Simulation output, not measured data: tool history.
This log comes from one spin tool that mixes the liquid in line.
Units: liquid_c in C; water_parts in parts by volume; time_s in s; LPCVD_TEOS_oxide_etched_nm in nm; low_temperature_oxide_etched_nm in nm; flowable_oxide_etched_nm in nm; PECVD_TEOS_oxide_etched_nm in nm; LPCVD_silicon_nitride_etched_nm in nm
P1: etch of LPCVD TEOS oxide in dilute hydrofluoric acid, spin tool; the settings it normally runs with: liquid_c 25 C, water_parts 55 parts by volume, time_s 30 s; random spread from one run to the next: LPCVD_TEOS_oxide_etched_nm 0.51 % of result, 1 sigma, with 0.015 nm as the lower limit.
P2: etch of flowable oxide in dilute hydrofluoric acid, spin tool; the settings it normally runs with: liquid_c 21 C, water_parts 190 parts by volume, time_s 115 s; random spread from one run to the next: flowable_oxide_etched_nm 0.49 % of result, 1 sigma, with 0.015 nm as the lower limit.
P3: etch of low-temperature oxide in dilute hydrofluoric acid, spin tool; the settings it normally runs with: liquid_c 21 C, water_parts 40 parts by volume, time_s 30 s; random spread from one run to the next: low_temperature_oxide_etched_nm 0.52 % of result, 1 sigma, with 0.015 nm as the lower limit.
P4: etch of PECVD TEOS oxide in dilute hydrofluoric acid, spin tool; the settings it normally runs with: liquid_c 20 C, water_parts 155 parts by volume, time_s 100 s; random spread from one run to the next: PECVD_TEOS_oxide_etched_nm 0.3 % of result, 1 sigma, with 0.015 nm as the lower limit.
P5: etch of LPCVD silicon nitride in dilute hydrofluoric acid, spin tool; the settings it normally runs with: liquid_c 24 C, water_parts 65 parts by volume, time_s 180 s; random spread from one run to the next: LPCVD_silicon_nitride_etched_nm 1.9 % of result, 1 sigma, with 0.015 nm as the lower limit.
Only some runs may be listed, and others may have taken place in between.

| run | day | process | liquid_c | water_parts | time_s | hours since the thermometer was replaced | hours since the hydrofluoric acid flow meter was replaced | LPCVD_TEOS_oxide_etched_nm | low_temperature_oxide_etched_nm | flowable_oxide_etched_nm | PECVD_TEOS_oxide_etched_nm | LPCVD_silicon_nitride_etched_nm |
|---|---|---|---|---|---|---|---|---|---|---|---|---|
| 1 | 0.283 | P1 | 25 | 55 | 30 | 370 | 723.2 | 33.322 |  |  |  |  |
| 2 | 0.512 | P1 | 25 | 55 | 30 | 375.5 | 728.7 | 33.016 |  |  |  |  |
| 3 | 0.738 | P1 | 25 | 30 | 15 | 380.9 | 734.1 | 31.261 |  |  |  |  |
| 4 | 0.971 | P3 | 21 | 55 | 30 | 386.5 | 739.7 |  | 9.8677 |  |  |  |
| 5 | 1.175 | P2 | 21 | 190 | 115 | 391.4 | 744.6 |  |  | 17.899 |  |  |
| 6 | 1.325 | P1 | 25 | 95 | 30 | 395 | 748.2 | 18.061 |  |  |  |  |
| 7 | 1.525 | P1 | 25 | 20 | 45 | 399.8 | 753 | 143.53 |  |  |  |  |
| 8 | 1.717 | P1 | 29.5 | 55 | 15 | 404.4 | 757.6 | 19.74 |  |  |  |  |
| 9 | 1.908 | P1 | 25 | 55 | 30 | 409 | 762.2 | 33.047 |  |  |  |  |
| 10 | 2.183 | P1 | 25 | 55 | 30 | 415.6 | 768.8 | 33.081 |  |  |  |  |
| 11 | 2.425 | P1 | 25 | 55 | 55 | 421.4 | 774.6 | 60.323 |  |  |  |  |
| 12 | 2.592 | P4 | 20 | 155 | 100 | 425.4 | 778.6 |  |  |  | 9.2783 |  |
| 13 | 2.888 | P1 | 21 | 55 | 30 | 432.5 | 785.7 | 27.987 |  |  |  |  |
| 14 | 3.033 | P3 | 21 | 40 | 30 | 436 | 789.2 |  | 13.764 |  |  |  |
| 15 | 3.254 | P4 | 25.5 | 155 | 100 | 441.3 | 794.5 |  |  |  | 11.501 |  |
| 16 | 3.479 | P4 | 20 | 155 | 15 | 446.7 | 799.9 |  |  |  | 1.4223 |  |
| 17 | 3.675 | P1 | 30.5 | 55 | 30 | 451.4 | 804.6 | 41.097 |  |  |  |  |
| 18 | 3.821 | P3 | 29 | 40 | 30 | 454.9 | 808.1 |  | 19.186 |  |  |  |
| 19 | 4.012 | P2 | 27 | 190 | 115 | 459.5 | 812.7 |  |  | 22.28 |  |  |
| 20 | 4.317 | P1 | 25 | 55 | 15 | 466.8 | 820 | 16.467 |  |  |  |  |
| 21 | 4.483 | P1 | 25 | 55 | 30 | 470.8 | 824 | 33.471 |  |  |  |  |
| 22 | 4.662 | P4 | 20 | 155 | 100 | 475.1 | 828.3 |  |  |  | 9.2928 |  |
| 23 | 4.938 | P2 | 21 | 190 | 15 | 481.7 | 834.9 |  |  | 2.3179 |  |  |
| 24 | 5.229 | P4 | 20 | 45 | 100 | 488.7 | 841.9 |  |  |  | 36.166 |  |
| 25 | 5.45 | P1 | 25 | 55 | 30 | 494 | 847.2 | 33.378 |  |  |  |  |
| 26 | 5.746 | P2 | 21 | 35 | 115 | 501.1 | 854.3 |  |  | 115.75 |  |  |

Run 27, settings as shown, results not yet in. Your forecast:
| 27 | 5.962 | P5 | 24 | 65 | 335 | 506.3 | 859.5 |  |  |  |  | ? |

{"run 27": {"LPCVD_silicon_nitride_etched_nm": 2.3925}}
